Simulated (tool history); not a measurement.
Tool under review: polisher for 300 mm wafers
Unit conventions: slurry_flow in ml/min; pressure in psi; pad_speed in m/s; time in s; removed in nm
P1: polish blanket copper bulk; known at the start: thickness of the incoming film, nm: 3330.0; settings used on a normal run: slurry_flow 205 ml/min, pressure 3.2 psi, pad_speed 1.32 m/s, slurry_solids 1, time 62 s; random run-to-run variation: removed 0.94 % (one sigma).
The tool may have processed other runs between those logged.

run,day,slurry_flow,pressure,pad_speed,slurry_solids,time,removed
1,0.362,205,3.2,1.32,1,62,887.31
2,0.725,205,3.2,1.32,1,62,874.73
3,1.133,205,3.2,1.32,1,62,863.94
4,1.467,205,4.5,1.32,1.25,62,1301.8
5,1.825,205,4.6,1.32,1,62,1251.5
6,2.138,205,3.2,1.32,1,62,884.85
7,2.575,205,3.2,1.32,0.5,62,768.27
8,2.892,205,3.2,1.32,1,62,876.18
9,3.121,205,3.2,1.32,1,41,583.94
10,3.542,205,3.2,1.32,1,92,1311.1
11,3.821,205,3.2,2.02,1,62,1335.6
12,4.221,205,3.2,1.32,1.3,62,933.07
13,4.612,205,3.2,0.66,1,62,444.02
14,5.046,260,3.2,1.32,1,62,916.44
15,5.533,205,1.6,1.32,1,62,440.3
16,5.762,130,3.2,1.32,1,62,814.21
17,6.138,205,3.2,1.32,1,62,873.03
18,6.433,205,3.2,1.32,1,62,880.44
19,6.912,205,3.2,1.32,1,62,863.32
20,7.196,205,3.2,1.32,1,62,851.51
21,7.462,205,3.2,1.32,1,62,823.06
22,7.692,205,3.2,1.32,1,62,831.96
23,8.146,205,3.2,1.32,1,62,815.7
24,8.4,205,3.2,1.32,1,62,806.41
# day 8.725: worn pad replaced by a new one
25,8.733,205,3.2,1.32,1,62,820.69
# day 8.792: slurry blender recalibrated
26,9.212,205,3.2,1.32,1,62,811.78
27,9.521,205,3.2,1.32,1,62,802.67
28,9.783,205,3.2,1.32,1,62,812.39

What P1 gives has crept off from where it sat before. The 2 causes that follow fit the log equally well, each at the size noted:
A: head's pressure below its setpoint, % = 7.99
B: slurry flow missing at the pad, % = 39.6
The drift started at roughly day 6.433.
Excluded causes, each with its reason:
removal rate lost through wear of the pad, %: serviced at day 8.725, after the change had begun; the process did not return to its earlier output
abrasive missing from the slurry, %: serviced at day 8.792, after the change had begun; the process did not return to its earlier output

Which of the 4 check runs listed below, each an average over 3 wafers with its results shown as question marks, gives clearly different results under the different listed causes?
check 1,10.046,130,4,1.32,1,62,?
check 2,10.046,205,3.2,1.32,0.75,62,?
check 3,10.046,205,3.2,1.86,0.75,62,?
check 4,10.046,205,3.8,1.32,1,48,?

How each check would come out, cause by cause:
check,result,if A,if B
check 1,removed,941.66,902.89
check 2,removed,762.95,763.1
check 3,removed,1075.1,1075.3
check 4,removed,745.23,745.37
Per-check spread between the two closest causes, in the result where they differ most: check 1 4.2 %; check 2 0.02 %; check 3 0.02 %; check 4 0.02 %
Check 1 distinguishes between the causes, while the remaining checks would return nearly the same result for all of them.

Check 1 has now been run. It gave: removed 904.81 nm. Which of the candidate causes is it?

It is B: slurry flow missing at the pad, %.

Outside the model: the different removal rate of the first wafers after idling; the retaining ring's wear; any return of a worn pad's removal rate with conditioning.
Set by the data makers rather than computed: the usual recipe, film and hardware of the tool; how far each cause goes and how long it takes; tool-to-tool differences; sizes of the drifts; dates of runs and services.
